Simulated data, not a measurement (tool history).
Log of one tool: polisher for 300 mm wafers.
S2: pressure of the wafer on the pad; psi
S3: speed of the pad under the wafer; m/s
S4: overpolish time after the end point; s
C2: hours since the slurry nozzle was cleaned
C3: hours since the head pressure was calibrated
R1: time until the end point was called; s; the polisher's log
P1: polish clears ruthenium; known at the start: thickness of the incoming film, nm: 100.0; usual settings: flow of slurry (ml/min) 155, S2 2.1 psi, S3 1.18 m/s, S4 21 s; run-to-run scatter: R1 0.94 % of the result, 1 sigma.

Run 1, hour 7.2: flow of slurry (ml/min) 155, S2 2.1 psi, S3 1.18 m/s, S4 21 s; wafers polished on this pad 421; C2 280.4; C3 585.8. Result: R1 79.460 s.
Run 2, hour 14.5: flow of slurry (ml/min) 155, S2 1.3 psi, S3 1.18 m/s, S4 21 s; wafers polished on this pad 488; C2 287.7; C3 593.1. Result: R1 125.110 s.
Run 3, hour 18.9: flow of slurry (ml/min) 230, S2 2.9 psi, S3 1.18 m/s, S4 21 s; wafers polished on this pad 528; C2 292.1; C3 597.5. Result: R1 54.877 s.
Run 4, hour 23.4: flow of slurry (ml/min) 155, S2 2.1 psi, S3 1.18 m/s, S4 33 s; wafers polished on this pad 568; C2 296.6; C3 602.0. Result: R1 78.708 s.
Run 5, hour 30.4: flow of slurry (ml/min) 155, S2 2.1 psi, S3 1.18 m/s, S4 21 s; wafers polished on this pad 632; C2 303.6; C3 609.0. Result: R1 78.215 s.
Run 6, hour 37.5: flow of slurry (ml/min) 155, S2 2.1 psi, S3 1.18 m/s, S4 21 s; wafers polished on this pad 696; C2 310.7; C3 616.1. Result: R1 77.837 s.
Run 7, hour 46.4: flow of slurry (ml/min) 155, S2 2.1 psi, S3 1.18 m/s, S4 21 s; wafers polished on this pad 777; C2 319.6; C3 625.0. Result: R1 79.030 s.
Run 8, hour 54.6: flow of slurry (ml/min) 155, S2 2.1 psi, S3 1.18 m/s, S4 21 s; wafers polished on this pad 852; C2 327.8; C3 633.2. Result: R1 79.061 s.
Run 9, hour 60.7: flow of slurry (ml/min) 155, S2 2.9 psi, S3 1.18 m/s, S4 21 s; wafers polished on this pad 907; C2 333.9; C3 639.3. Result: R1 58.497 s.
Run 10, hour 69.5: flow of slurry (ml/min) 155, S2 2.1 psi, S3 1.50 m/s, S4 21 s; wafers polished on this pad 987; C2 342.7; C3 648.1. Result: R1 61.798 s.
Run 11, hour 73.7: flow of slurry (ml/min) 115, S2 2.1 psi, S3 1.18 m/s, S4 34 s; wafers polished on this pad 1025; C2 346.9; C3 652.3. Result: R1 83.894 s.
Run 12, hour 82.4: flow of slurry (ml/min) 195, S2 2.1 psi, S3 1.18 m/s, S4 21 s; wafers polished on this pad 1104; C2 355.6; C3 661.0. Result: R1 77.684 s.
Run 13, hour 87.9: flow of slurry (ml/min) 155, S2 2.1 psi, S3 1.18 m/s, S4 8 s; wafers polished on this pad 1154; C2 361.1; C3 666.5. Result: R1 78.290 s.
Run 14, hour 96.2: flow of slurry (ml/min) 95, S2 2.1 psi, S3 1.18 m/s, S4 21 s; wafers polished on this pad 1229; C2 369.4; C3 674.8. Result: R1 88.116 s.
Run 15, hour 102.8: flow of slurry (ml/min) 155, S2 2.7 psi, S3 0.70 m/s, S4 21 s; wafers polished on this pad 1289; C2 376.0; C3 681.4. Result: R1 102.670 s.

Forecast run 16:
Run 16, hour 111.9: flow of slurry (ml/min) 155, S2 2.1 psi, S3 0.58 m/s, S4 21 s; wafers polished on this pad 1372; C2 385.1; C3 690.5. Result: R1 ?.

{"run 16": {"R1": 160.0}}

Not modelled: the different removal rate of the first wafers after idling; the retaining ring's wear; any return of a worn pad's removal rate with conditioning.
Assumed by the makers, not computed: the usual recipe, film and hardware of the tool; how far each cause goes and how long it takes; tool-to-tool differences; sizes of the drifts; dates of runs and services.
